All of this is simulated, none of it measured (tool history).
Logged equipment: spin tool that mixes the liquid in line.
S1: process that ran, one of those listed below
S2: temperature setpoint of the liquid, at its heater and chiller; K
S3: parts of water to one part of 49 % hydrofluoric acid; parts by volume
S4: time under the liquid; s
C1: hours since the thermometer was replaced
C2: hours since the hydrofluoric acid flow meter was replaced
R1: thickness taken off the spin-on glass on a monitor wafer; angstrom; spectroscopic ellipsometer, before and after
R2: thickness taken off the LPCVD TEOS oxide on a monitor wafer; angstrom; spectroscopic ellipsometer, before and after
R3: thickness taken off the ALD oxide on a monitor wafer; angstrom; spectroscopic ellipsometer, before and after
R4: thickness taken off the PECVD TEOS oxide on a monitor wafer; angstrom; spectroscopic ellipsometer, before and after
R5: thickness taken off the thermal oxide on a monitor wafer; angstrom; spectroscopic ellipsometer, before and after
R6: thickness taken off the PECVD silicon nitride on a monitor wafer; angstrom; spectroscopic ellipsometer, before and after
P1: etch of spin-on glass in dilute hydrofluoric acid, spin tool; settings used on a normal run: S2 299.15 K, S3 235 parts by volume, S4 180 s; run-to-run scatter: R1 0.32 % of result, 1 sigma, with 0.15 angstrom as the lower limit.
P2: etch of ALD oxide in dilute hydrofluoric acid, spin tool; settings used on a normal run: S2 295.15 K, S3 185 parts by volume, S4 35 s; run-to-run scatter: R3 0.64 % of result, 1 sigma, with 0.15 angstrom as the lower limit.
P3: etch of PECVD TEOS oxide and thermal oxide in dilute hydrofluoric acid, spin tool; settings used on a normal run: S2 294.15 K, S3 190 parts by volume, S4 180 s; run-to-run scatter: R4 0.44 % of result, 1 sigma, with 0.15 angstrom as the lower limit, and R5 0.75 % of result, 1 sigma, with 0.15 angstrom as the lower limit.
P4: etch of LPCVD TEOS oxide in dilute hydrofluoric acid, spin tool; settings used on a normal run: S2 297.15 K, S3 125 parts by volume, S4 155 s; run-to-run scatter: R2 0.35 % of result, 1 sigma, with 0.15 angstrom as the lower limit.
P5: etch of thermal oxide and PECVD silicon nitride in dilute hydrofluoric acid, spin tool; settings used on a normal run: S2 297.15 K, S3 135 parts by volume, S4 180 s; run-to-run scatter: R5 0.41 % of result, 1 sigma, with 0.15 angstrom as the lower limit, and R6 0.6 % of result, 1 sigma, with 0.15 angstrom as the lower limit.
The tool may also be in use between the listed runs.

run,hour,S1,S2,S3,S4,C1,C2,R1,R2,R3,R4,R5,R6
1,10.4,P1,299.15,235,180,488.7,767.4,239.780,,,,,
2,22.1,P1,299.15,235,180,500.4,779.1,239.030,,,,,
3,34.6,P1,299.15,115,105,512.9,791.6,328.940,,,,,
4,46.6,P1,304.65,355,180,524.9,803.6,167.410,,,,,
5,59.1,P4,297.15,125,235,537.4,816.1,,507.60,,,,
6,69.4,P2,295.15,105,35,547.7,826.4,,,86.948,,,
7,81.4,P3,294.15,190,180,559.7,838.4,,,,213.80,37.0290,
8,91.0,P3,294.15,330,180,569.3,848.0,,,,107.94,18.6420,
9,100.0,P5,297.15,135,180,578.3,857.0,,,,,59.1280,38.2920
10,108.4,P4,305.15,125,155,586.7,865.4,,455.37,,,,
11,118.7,P1,292.65,235,180,597.0,875.7,187.090,,,,,
12,130.9,P2,295.15,185,35,609.2,887.9,,,44.841,,,
13,141.0,P4,297.15,125,155,619.3,898.0,,336.96,,,,
14,151.9,P1,299.15,235,50,630.2,908.9,66.367,,,,,
15,159.8,P5,297.15,135,25,638.1,916.8,,,,,8.4488,5.6436
16,169.9,P1,299.15,235,180,648.2,926.9,240.080,,,,,
17,176.6,P3,294.15,190,355,654.9,933.6,,,,423.19,73.9120,
18,184.0,P5,297.15,55,180,662.3,941.0,,,,,161.6000,91.7620
19,192.1,P1,299.15,410,180,670.4,949.1,115.380,,,,,
20,197.8,P5,305.15,135,180,676.1,954.8,,,,,80.1180,63.5260
21,206.2,P3,294.15,190,180,684.5,963.2,,,,213.90,37.2380,
22,213.4,P3,302.15,190,180,691.7,970.4,,,,288.71,49.7780,
23,223.9,P1,299.15,105,180,702.2,980.9,623.660,,,,,
24,234.8,P1,299.15,235,180,713.1,991.8,240.320,,,,,
25,246.8,P1,299.15,235,280,725.1,1003.8,372.780,,,,,
26,253.0,P1,302.65,235,180,731.3,1010.0,269.600,,,,,
27,259.7,P2,295.15,185,60,738.0,1016.7,,,76.618,,,
28,267.5,P4,297.15,70,155,745.8,1024.5,,644.38,,,,
29,280.2,P2,295.15,185,35,758.5,1037.2,,,44.676,,,
30,286.8,P2,290.15,185,35,765.1,1043.8,,,36.391,,,
31,298.6,P1,299.15,235,180,776.9,1055.6,240.300,,,,,
32,307.6,P1,299.15,235,180,785.9,1064.6,239.480,,,,,
33,319.2,P1,299.15,235,180,797.5,1076.2,232.290,,,,,
34,326.7,P1,299.15,235,180,805.0,1083.7,230.250,,,,,
35,334.4,P1,299.15,235,180,812.7,1091.4,227.060,,,,,
36,342.1,P1,299.15,235,180,820.4,1099.1,227.360,,,,,
37,354.1,P1,299.15,235,180,832.4,1111.1,228.040,,,,,
38,364.5,P1,299.15,235,180,842.8,1121.5,226.140,,,,,
39,375.9,P1,299.15,235,180,854.2,1132.9,227.280,,,,,

The output of P1 has drifted from where it used to be. Each of the 2 causes below, taken at the size shown beside it, accounts for the log equally well:
A: hydrofluoric acid flow below the setpoint (%) = 4.46
B: liquid colder than its thermometer reads (K) = 1.62
Creep in the process output first set in at about hour 307.6.

Which of the 4 check runs listed below separates the causes, so that each cause would produce a clearly different result? Each run uses one wafer, and its results are marked with question marks.
check 1,387.3,P4,304.15,125,155,,,,?,,,,
check 2,387.3,P3,302.15,190,275,,,,,,?,?,
check 3,387.3,P2,291.65,120,35,,,,,?,,,
check 4,387.3,P5,305.15,135,180,,,,,,,?,?

Check results expected under each cause:
check,result,if A,if B
check 1,R2,413.73,411.43
check 2,R4,416.10,415.60
check 2,R5,72.0740,71.9870
check 3,R3,61.117,60.167
check 4,R5,76.1770,75.8830
check 4,R6,60.2170,57.1500
Per-check spread between the two closest causes, in the result where they differ most: check 1 0.56 %; check 2 0.12 %; check 3 1.57 %; check 4 5.23 %
Check 4 tells the causes apart: in the others they would give nearly the same result.

Here is what check 4 returned: R5 75.9790 angstrom; R6 60.3010 angstrom. Which cause is it?

Of the candidate causes, it is A: hydrofluoric acid flow below the setpoint (%).
